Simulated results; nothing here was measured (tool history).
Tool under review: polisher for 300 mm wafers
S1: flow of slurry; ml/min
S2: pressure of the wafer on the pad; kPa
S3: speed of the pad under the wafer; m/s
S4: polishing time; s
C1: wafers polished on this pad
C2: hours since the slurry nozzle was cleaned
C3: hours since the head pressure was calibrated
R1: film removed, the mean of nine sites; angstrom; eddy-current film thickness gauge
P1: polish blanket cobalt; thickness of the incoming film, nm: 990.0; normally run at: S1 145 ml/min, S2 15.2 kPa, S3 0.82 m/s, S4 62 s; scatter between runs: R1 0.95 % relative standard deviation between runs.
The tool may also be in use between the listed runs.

{"run": 1, "hour": 8.7, "S1": 145, "S2": 15.2, "S3": 0.82, "S4": 62, "C1": 739, "C2": 313, "C3": 602.9, "R1": 2746.6}
{"run": 2, "hour": 22.1, "S1": 145, "S2": 15.2, "S3": 0.38, "S4": 62, "C1": 923, "C2": 326.4, "C3": 616.3, "R1": 1272.2}
{"run": 3, "hour": 29.8, "S1": 145, "S2": 15.2, "S3": 0.82, "S4": 62, "C1": 1029, "C2": 334.1, "C3": 624, "R1": 2759}
{"run": 4, "hour": 38.9, "S1": 145, "S2": 24.1, "S3": 0.82, "S4": 62, "C1": 1155, "C2": 343.2, "C3": 633.1, "R1": 4366.2}
{"hour": 39.7, "done": "slurry nozzle cleaned"}
{"run": 5, "hour": 44.8, "S1": 85, "S2": 15.2, "S3": 0.82, "S4": 62, "C1": 1236, "C2": 5.1, "C3": 639, "R1": 2427.8}
{"run": 6, "hour": 57.3, "S1": 200, "S2": 15.2, "S3": 0.82, "S4": 62, "C1": 1408, "C2": 17.6, "C3": 651.5, "R1": 2908.8}
{"run": 7, "hour": 64.3, "S1": 145, "S2": 15.2, "S3": 0.82, "S4": 62, "C1": 1505, "C2": 24.6, "C3": 658.5, "R1": 2779.7}
{"run": 8, "hour": 75.1, "S1": 145, "S2": 15.2, "S3": 1.2, "S4": 62, "C1": 1653, "C2": 35.4, "C3": 669.3, "R1": 4034.3}
{"run": 9, "hour": 85.6, "S1": 145, "S2": 6.9, "S3": 0.82, "S4": 62, "C1": 1798, "C2": 45.9, "C3": 679.8, "R1": 1258.9}
{"run": 10, "hour": 95.3, "S1": 145, "S2": 15.2, "S3": 0.82, "S4": 62, "C1": 1932, "C2": 55.6, "C3": 689.5, "R1": 2710.9}
{"run": 11, "hour": 106.3, "S1": 145, "S2": 15.2, "S3": 0.82, "S4": 62, "C1": 2083, "C2": 66.6, "C3": 700.5, "R1": 2725.5}
{"hour": 116.3, "done": "worn pad replaced by a new one"}
{"run": 12, "hour": 117.4, "S1": 210, "S2": 15.2, "S3": 0.82, "S4": 97, "C1": 16, "C2": 77.7, "C3": 711.6, "R1": 4502.9}
{"run": 13, "hour": 125.5, "S1": 195, "S2": 6.9, "S3": 0.82, "S4": 62, "C1": 127, "C2": 85.8, "C3": 719.7, "R1": 1330.3}
{"run": 14, "hour": 136.0, "S1": 145, "S2": 15.2, "S3": 0.82, "S4": 62, "C1": 272, "C2": 96.3, "C3": 730.2, "R1": 2761.4}
{"run": 15, "hour": 144.4, "S1": 145, "S2": 15.2, "S3": 0.82, "S4": 88, "C1": 387, "C2": 104.7, "C3": 738.6, "R1": 3920.8}
{"hour": 154.6, "done": "head pressure recalibrated"}
{"run": 16, "hour": 157.7, "S1": 145, "S2": 15.2, "S3": 0.82, "S4": 34, "C1": 571, "C2": 118, "C3": 3.2, "R1": 1506.2}
{"run": 17, "hour": 167.1, "S1": 145, "S2": 15.2, "S3": 0.82, "S4": 62, "C1": 700, "C2": 127.4, "C3": 12.6, "R1": 2720.9}
{"run": 18, "hour": 177.5, "S1": 145, "S2": 15.2, "S3": 0.82, "S4": 62, "C1": 843, "C2": 137.8, "C3": 23, "R1": 2740.6}
{"run": 19, "hour": 187.2, "S1": 145, "S2": 15.2, "S3": 0.82, "S4": 62, "C1": 977, "C2": 147.5, "C3": 32.7, "R1": 2664.5}
{"run": 20, "hour": 200.0, "S1": 145, "S2": 15.2, "S3": 0.82, "S4": 62, "C1": 1153, "C2": 160.3, "C3": 45.5, "R1": 2607.5}
{"run": 21, "hour": 211.7, "S1": 145, "S2": 15.2, "S3": 0.82, "S4": 62, "C1": 1315, "C2": 172, "C3": 57.2, "R1": 2564.7}
{"run": 22, "hour": 224.7, "S1": 145, "S2": 15.2, "S3": 0.82, "S4": 62, "C1": 1494, "C2": 185, "C3": 70.2, "R1": 2506.3}
{"run": 23, "hour": 233.3, "S1": 145, "S2": 15.2, "S3": 0.82, "S4": 62, "C1": 1612, "C2": 193.6, "C3": 78.8, "R1": 2499.2}
{"hour": 233.6, "done": "worn pad replaced by a new one"}
{"run": 24, "hour": 240.7, "S1": 145, "S2": 15.2, "S3": 0.82, "S4": 62, "C1": 98, "C2": 201, "C3": 86.2, "R1": 2456.9}
{"run": 25, "hour": 250.6, "S1": 145, "S2": 15.2, "S3": 0.82, "S4": 62, "C1": 235, "C2": 210.9, "C3": 96.1, "R1": 2513.3}
{"run": 26, "hour": 263.0, "S1": 145, "S2": 15.2, "S3": 0.82, "S4": 62, "C1": 405, "C2": 223.3, "C3": 108.5, "R1": 2465.8}
{"run": 27, "hour": 270.1, "S1": 145, "S2": 15.2, "S3": 0.82, "S4": 62, "C1": 503, "C2": 230.4, "C3": 115.6, "R1": 2470.4}

Compared with where it was, what P1 gives has crept away. Each cause listed below fits the log as well as the rest, at the size given for it:
A: head's pressure below its setpoint, % = 10.4
B: slurry flow missing at the pad, % = 38.5
Creep in the process output first set in at about hour 177.5.
Every other cause this tool's parts could produce, and why it does not fit the log:
removal rate lost through wear of the pad, %: serviced at hour 233.6, which brought nothing back

Below are 4 check runs, each averaged over 2 wafers, with their results shown as question marks. Which of them would give clearly different results depending on which cause is behind the drift?
{"run": "check 1", "hour": 277.2, "S1": 85, "S2": 15.2, "S3": 0.82, "S4": 86, "R1": "?"}
{"run": "check 2", "hour": 277.2, "S1": 145, "S2": 11.7, "S3": 1.04, "S4": 62, "R1": "?"}
{"run": "check 3", "hour": 277.2, "S1": 145, "S2": 15.2, "S3": 1, "S4": 62, "R1": "?"}
{"run": "check 4", "hour": 277.2, "S1": 145, "S2": 15.2, "S3": 0.82, "S4": 88, "R1": "?"}

Check results expected under each cause:
check=check_1 result=R1 if_A=3022.9 if_B=2838.3
check=check_2 result=R1 if_A=2414.7 if_B=2416.2
check=check_3 result=R1 if_A=3004.8 if_B=3006.6
check=check_4 result=R1 if_A=3497.2 if_B=3499.2
Smallest distance between any two causes, each pair judged by its most separating result, in per cent: check 1 6.3 %; check 2 0.06 %; check 3 0.06 %; check 4 0.06 %
Check 1 distinguishes between the causes, while the remaining checks would return nearly the same result for all of them.

Check 1 has now been run. It gave: R1 2863.7 angstrom. Which of the candidate causes is it?

It is B: slurry flow missing at the pad, %.
